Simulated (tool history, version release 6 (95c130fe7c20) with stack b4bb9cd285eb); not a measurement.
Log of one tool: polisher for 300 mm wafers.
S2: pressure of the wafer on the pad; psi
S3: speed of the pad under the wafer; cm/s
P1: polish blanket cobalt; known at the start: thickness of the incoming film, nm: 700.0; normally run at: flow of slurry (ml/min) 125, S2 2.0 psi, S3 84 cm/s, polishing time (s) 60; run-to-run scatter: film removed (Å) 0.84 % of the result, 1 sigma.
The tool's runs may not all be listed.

{"run": 1, "hour": 10.3, "flow of slurry (ml/min)": 125, "S2": 2.0, "S3": 84, "polishing time (s)": 60, "film removed (Å)": 2063.6}
{"run": 2, "hour": 25.8, "flow of slurry (ml/min)": 125, "S2": 2.0, "S3": 46, "polishing time (s)": 60, "film removed (Å)": 1142.1}
{"run": 3, "hour": 44.1, "flow of slurry (ml/min)": 125, "S2": 2.0, "S3": 84, "polishing time (s)": 82, "film removed (Å)": 2882.0}
{"run": 4, "hour": 59.5, "flow of slurry (ml/min)": 190, "S2": 1.1, "S3": 84, "polishing time (s)": 60, "film removed (Å)": 1243.5}
{"run": 5, "hour": 69.9, "flow of slurry (ml/min)": 125, "S2": 2.0, "S3": 84, "polishing time (s)": 60, "film removed (Å)": 2101.2}
{"run": 6, "hour": 87.4, "flow of slurry (ml/min)": 185, "S2": 2.0, "S3": 84, "polishing time (s)": 60, "film removed (Å)": 2234.3}
{"run": 7, "hour": 98.2, "flow of slurry (ml/min)": 125, "S2": 2.0, "S3": 84, "polishing time (s)": 60, "film removed (Å)": 2048.6}
{"run": 8, "hour": 107.4, "flow of slurry (ml/min)": 75, "S2": 2.0, "S3": 84, "polishing time (s)": 60, "film removed (Å)": 1807.2}
{"run": 9, "hour": 120.9, "flow of slurry (ml/min)": 125, "S2": 2.0, "S3": 84, "polishing time (s)": 35, "film removed (Å)": 1224.1}
{"run": 10, "hour": 136.3, "flow of slurry (ml/min)": 125, "S2": 2.0, "S3": 122, "polishing time (s)": 60, "film removed (Å)": 3060.9}
{"run": 11, "hour": 151.7, "flow of slurry (ml/min)": 125, "S2": 1.1, "S3": 84, "polishing time (s)": 60, "film removed (Å)": 1161.7}
{"run": 12, "hour": 168.7, "flow of slurry (ml/min)": 125, "S2": 2.9, "S3": 124, "polishing time (s)": 60, "film removed (Å)": 4503.5}
{"run": 13, "hour": 178.5, "flow of slurry (ml/min)": 125, "S2": 2.0, "S3": 54, "polishing time (s)": 31, "film removed (Å)": 694.8}
{"run": 14, "hour": 189.0, "flow of slurry (ml/min)": 125, "S2": 2.0, "S3": 84, "polishing time (s)": 60, "film removed (Å)": 2096.5}
{"run": 15, "hour": 197.6, "flow of slurry (ml/min)": 125, "S2": 2.9, "S3": 84, "polishing time (s)": 60, "film removed (Å)": 3053.9}
{"run": 16, "hour": 215.4, "flow of slurry (ml/min)": 125, "S2": 2.0, "S3": 84, "polishing time (s)": 60, "film removed (Å)": 2116.4}
{"run": 17, "hour": 224.2, "flow of slurry (ml/min)": 125, "S2": 2.0, "S3": 84, "polishing time (s)": 60, "film removed (Å)": 2089.0}
{"run": 18, "hour": 236.7, "flow of slurry (ml/min)": 125, "S2": 2.0, "S3": 84, "polishing time (s)": 60, "film removed (Å)": 2110.0}
{"run": 19, "hour": 252.1, "flow of slurry (ml/min)": 125, "S2": 2.0, "S3": 84, "polishing time (s)": 60, "film removed (Å)": 2027.1}
{"run": 20, "hour": 271.1, "flow of slurry (ml/min)": 125, "S2": 2.0, "S3": 84, "polishing time (s)": 60, "film removed (Å)": 1976.9}
{"run": 21, "hour": 290.0, "flow of slurry (ml/min)": 125, "S2": 2.0, "S3": 84, "polishing time (s)": 60, "film removed (Å)": 1950.8}
{"run": 22, "hour": 308.1, "flow of slurry (ml/min)": 125, "S2": 2.0, "S3": 84, "polishing time (s)": 60, "film removed (Å)": 1908.2}
{"hour": 314.3, "done": "head pressure recalibrated"}
{"run": 23, "hour": 320.5, "flow of slurry (ml/min)": 125, "S2": 2.0, "S3": 84, "polishing time (s)": 60, "film removed (Å)": 1897.2}
{"run": 24, "hour": 339.3, "flow of slurry (ml/min)": 125, "S2": 2.0, "S3": 84, "polishing time (s)": 60, "film removed (Å)": 1884.4}
{"run": 25, "hour": 353.7, "flow of slurry (ml/min)": 125, "S2": 2.0, "S3": 84, "polishing time (s)": 60, "film removed (Å)": 1879.0}
{"run": 26, "hour": 366.9, "flow of slurry (ml/min)": 125, "S2": 2.0, "S3": 84, "polishing time (s)": 60, "film removed (Å)": 1862.5}
{"run": 27, "hour": 378.1, "flow of slurry (ml/min)": 125, "S2": 2.0, "S3": 84, "polishing time (s)": 60, "film removed (Å)": 1833.3}
{"run": 28, "hour": 395.3, "flow of slurry (ml/min)": 125, "S2": 2.0, "S3": 84, "polishing time (s)": 60, "film removed (Å)": 1860.4}

What P1 gives has crept away from where it was. These 2 causes fit the log equally well, each at the size given:
A: removal rate lost through wear of the pad, % = 11.3
B: slurry flow missing at the pad, % = 37.8
The creep began at about hour 236.7.
Why every other cause is out:
head's pressure below its setpoint, %: serviced at hour 314.3, which brought nothing back

4 check runs are offered, one wafer each, their results left as question marks. Which one tells the causes apart?
{"run": "check 1", "hour": 412.5, "flow of slurry (ml/min)": 75, "S2": 2.0, "S3": 84, "polishing time (s)": 81, "film removed (Å)": "?"}
{"run": "check 2", "hour": 412.5, "flow of slurry (ml/min)": 125, "S2": 1.6, "S3": 84, "polishing time (s)": 45, "film removed (Å)": "?"}
{"run": "check 3", "hour": 412.5, "flow of slurry (ml/min)": 125, "S2": 2.5, "S3": 114, "polishing time (s)": 60, "film removed (Å)": "?"}
{"run": "check 4", "hour": 412.5, "flow of slurry (ml/min)": 125, "S2": 2.0, "S3": 116, "polishing time (s)": 45, "film removed (Å)": "?"}

What each check would give under each cause:
check=check_1 result=film_removed_(Å) if_A=2197.1 if_B=2060.3
check=check_2 result=film_removed_(Å) if_A=1113.4 if_B=1113.4
check=check_3 result=film_removed_(Å) if_A=3148.0 if_B=3147.9
check=check_4 result=film_removed_(Å) if_A=1922.0 if_B=1921.9
How far apart the two closest causes lie, in the result that separates them most: check 1 6.43 %; check 2 0 %; check 3 0 %; check 4 0 %
Check 1 tells the causes apart: in the others they would give nearly the same result.

Check 1 was then run and gave: film removed (Å) 2063.8. Which cause is it?

It is B: slurry flow missing at the pad, %.
